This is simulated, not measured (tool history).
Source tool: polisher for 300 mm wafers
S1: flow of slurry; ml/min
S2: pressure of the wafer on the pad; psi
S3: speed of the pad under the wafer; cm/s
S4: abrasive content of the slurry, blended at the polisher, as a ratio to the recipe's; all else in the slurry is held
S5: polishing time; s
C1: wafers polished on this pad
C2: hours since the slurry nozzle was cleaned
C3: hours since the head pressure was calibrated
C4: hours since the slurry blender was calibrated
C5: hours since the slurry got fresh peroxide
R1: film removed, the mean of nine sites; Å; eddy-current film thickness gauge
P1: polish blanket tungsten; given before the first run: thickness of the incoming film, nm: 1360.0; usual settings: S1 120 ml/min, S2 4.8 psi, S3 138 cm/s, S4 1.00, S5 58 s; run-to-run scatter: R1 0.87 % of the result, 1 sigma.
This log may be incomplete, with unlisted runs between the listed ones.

run	hour	S1	S2	S3	S4	S5	C1	C2	C3	C4	C5	R1
1	3.8	120	4.8	138	1.00	58	191	135.9	168.0	113.5	54.6	5312.2
2	7.3	120	4.8	138	1.00	38	227	139.4	171.5	117.0	58.1	3457.9
3	14.5	165	4.8	138	1.00	58	302	146.6	178.7	124.2	65.3	5615.8
4	22.0	120	4.8	138	1.00	81	379	154.1	186.2	131.7	72.8	7488.2
5	26.0	120	4.8	138	1.00	58	421	158.1	190.2	135.7	76.8	5287.5
6	30.9	120	4.8	138	1.40	58	471	163.0	195.1	140.6	81.7	5695.7
7	35.6	120	4.8	138	0.65	58	520	167.7	199.8	145.3	86.4	4737.5
8	39.9	120	4.8	84	1.00	58	565	172.0	204.1	149.6	90.7	3239.0
9	46.1	70	4.8	138	1.00	58	629	178.2	210.3	155.8	96.9	4591.0
10	52.2	120	4.8	104	1.00	88	692	184.3	216.4	161.9	103.0	6123.0
# hour 57.1: head pressure recalibrated
11	59.2	120	6.7	138	1.00	58	764	191.3	2.1	168.9	110.0	7379.3
12	67.4	120	3.1	138	1.00	58	849	199.5	10.3	177.1	118.2	3414.4
13	74.5	120	4.8	138	1.00	58	923	206.6	17.4	184.2	125.3	5348.4
# hour 78.8: slurry tank refilled with fresh slurry and peroxide
14	79.5	120	4.8	138	1.00	58	975	211.6	22.4	189.2	0.7	5331.0
15	83.2	120	4.8	138	1.00	58	1013	215.3	26.1	192.9	4.4	5383.5
16	88.3	120	4.8	138	1.00	58	1066	220.4	31.2	198.0	9.5	5338.5
17	91.8	120	4.8	192	1.00	58	1102	223.9	34.7	201.5	13.0	7408.3

What does the tool deliver on the next run?
18	97.3	120	4.8	138	1.00	58	1159	229.4	40.2	207.0	18.5	?

{"run 18": {"R1": 5343.5}}
